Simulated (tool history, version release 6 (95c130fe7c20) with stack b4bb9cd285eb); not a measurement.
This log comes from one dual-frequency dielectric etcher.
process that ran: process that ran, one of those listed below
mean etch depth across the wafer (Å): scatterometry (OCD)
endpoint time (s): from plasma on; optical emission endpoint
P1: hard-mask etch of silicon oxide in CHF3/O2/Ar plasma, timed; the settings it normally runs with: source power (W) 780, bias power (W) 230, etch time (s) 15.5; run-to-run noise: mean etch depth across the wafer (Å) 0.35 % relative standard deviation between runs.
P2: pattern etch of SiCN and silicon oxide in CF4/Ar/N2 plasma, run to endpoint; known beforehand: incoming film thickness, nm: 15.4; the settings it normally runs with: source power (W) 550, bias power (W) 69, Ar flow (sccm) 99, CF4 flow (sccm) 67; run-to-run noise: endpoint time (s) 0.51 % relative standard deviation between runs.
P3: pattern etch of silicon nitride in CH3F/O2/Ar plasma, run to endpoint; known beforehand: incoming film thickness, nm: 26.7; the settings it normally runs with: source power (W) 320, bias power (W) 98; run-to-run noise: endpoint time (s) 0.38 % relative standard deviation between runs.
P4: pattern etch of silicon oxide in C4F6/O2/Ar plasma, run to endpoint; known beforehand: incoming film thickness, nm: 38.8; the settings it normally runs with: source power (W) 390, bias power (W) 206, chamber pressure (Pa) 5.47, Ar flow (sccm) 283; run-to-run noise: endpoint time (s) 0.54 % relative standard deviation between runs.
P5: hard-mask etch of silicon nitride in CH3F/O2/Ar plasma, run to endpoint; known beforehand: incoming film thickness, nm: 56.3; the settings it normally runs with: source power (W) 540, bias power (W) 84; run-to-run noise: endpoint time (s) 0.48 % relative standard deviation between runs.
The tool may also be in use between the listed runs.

run   hour  process that ran  source power (W)  bias power (W)  etch time (s)  Ar flow (sccm)  CF4 flow (sccm)  chamber pressure (Pa)  mean etch depth across the wafer (Å)  endpoint time (s)
  1      5                P1               780             230           15.5                                                                                        359.33
  2   10.9                P1               780             285           15.5                                                                                        387.66
  3   15.9                P5               360              84                                                                                                                          77.344
  4     25                P5               540             107                                                                                                                          61.078
  5   34.7                P2               550              41                             99               67                                                                          17.871
  6     42                P1               590             230           15.5                                                                                        324.53
  7   50.3                P4               390             206                            283                                    4.33                                                   12.076
  8   58.9                P2               550              69                             66               67                                                                          14.315
  9   70.1                P1               780             230           15.5                                                                                        360.58
 10   76.9                P3               320              98                                                                                                                          37.382
 11   87.1                P2               550              69                             99               95                                                                          14.425
 12     98                P3               450              98                                                                                                                          32.982
 13  108.3                P1               780             230           15.5                                                                                        361.82
 14  113.1                P2               550              69                             99               67                                                                          15.188
 15  120.1                P4               550             206                            283                                    5.47                                                   10.909
 16  126.9                P5               540              84                                                                                                                          66.644
 17  133.7                P4               390             149                            283                                    5.47                                                   13.955
 18  141.7                P1               780             230             21                                                                                        489.72
 19  150.8                P3               320             138                                                                                                                          32.958
 20  159.3                P1               960             230           15.5                                                                                        392.37
 21  168.4                P1               780             230           15.5                                                                                        361.74
 22  173.9                P1               780             230            8.5                                                                                        198.46
 23  180.4                P4               390             206                            171                                    5.47                                                   11.708
 24  185.3                P1               780             188             20                                                                                        438.34
 25  192.2                P4               390             206                            283                                    5.47                                                   12.407
 26  201.8                P2               730              69                             99               67                                                                          11.938
 27  209.8                P1               780             230           15.5                                                                                        359.12
 28  215.3                P1               780             160           15.5                                                                                        321.27
 29  220.6                P1               650             155           15.5                                                                                        294.98
 30  231.7                P1               780             230           15.5                                                                                        361.63
 31  241.1                P1               780             230           15.5                                                                                        361.38
 32  251.2                P1               780             230           15.5                                                                                         357.4
 33  256.2                P1               780             230           15.5                                                                                        357.35
     258.2  -- wet clean of the chamber
 34  266.3                P1               780             230           15.5                                                                                        355.87
 35  276.5                P1               780             230           15.5                                                                                        357.21
 36  283.1                P1               780             230           15.5                                                                                        352.98
 37  290.4                P1               780             230           15.5                                                                                         354.2

Compared with where it was, what P1 gives has crept away. Each cause listed below fits the log as well as the rest, at the size given for it:
A: source power that arrives under what is set, % = 4.53
B: bias power that arrives under what is set, % = 4.97
The creep began at about hour 231.7.
Excluded causes, each with its reason:
chamber walls in a state that lowers the etch rate, %: serviced at hour 258.2, after the drift had started, without restoring the earlier output

Which of the 4 check runs listed below, each an average over 2 wafers with its results shown as question marks, gives clearly different results under the different listed causes?
check 1  297.7                P2               550              69                             78               87                                                                               ?
check 2  297.7                P5               420              99                                                                                                                               ?
check 3  297.7                P3               450             135                                                                                                                               ?
check 4  297.7                P4               550             206                            177                                    5.47                                                        ?

Outcome of each check run for each possible cause:
  check             result    if A    if B
check 1  endpoint time (s)  14.722  14.347
check 2  endpoint time (s)  70.438  70.526
check 3  endpoint time (s)   29.81  29.884
check 4  endpoint time (s)  10.523  10.502
Per-check spread between the two closest causes, in the result where they differ most: check 1 2.58 %; check 2 0.13 %; check 3 0.25 %; check 4 0.19 %
The other checks would show nearly matching results whichever cause is true, so check 1 is the only one that separates the causes.

With check 1 done, the readings were: endpoint time (s) 14.305. Identify which of the listed causes applies.

It is B: bias power that arrives under what is set, %.

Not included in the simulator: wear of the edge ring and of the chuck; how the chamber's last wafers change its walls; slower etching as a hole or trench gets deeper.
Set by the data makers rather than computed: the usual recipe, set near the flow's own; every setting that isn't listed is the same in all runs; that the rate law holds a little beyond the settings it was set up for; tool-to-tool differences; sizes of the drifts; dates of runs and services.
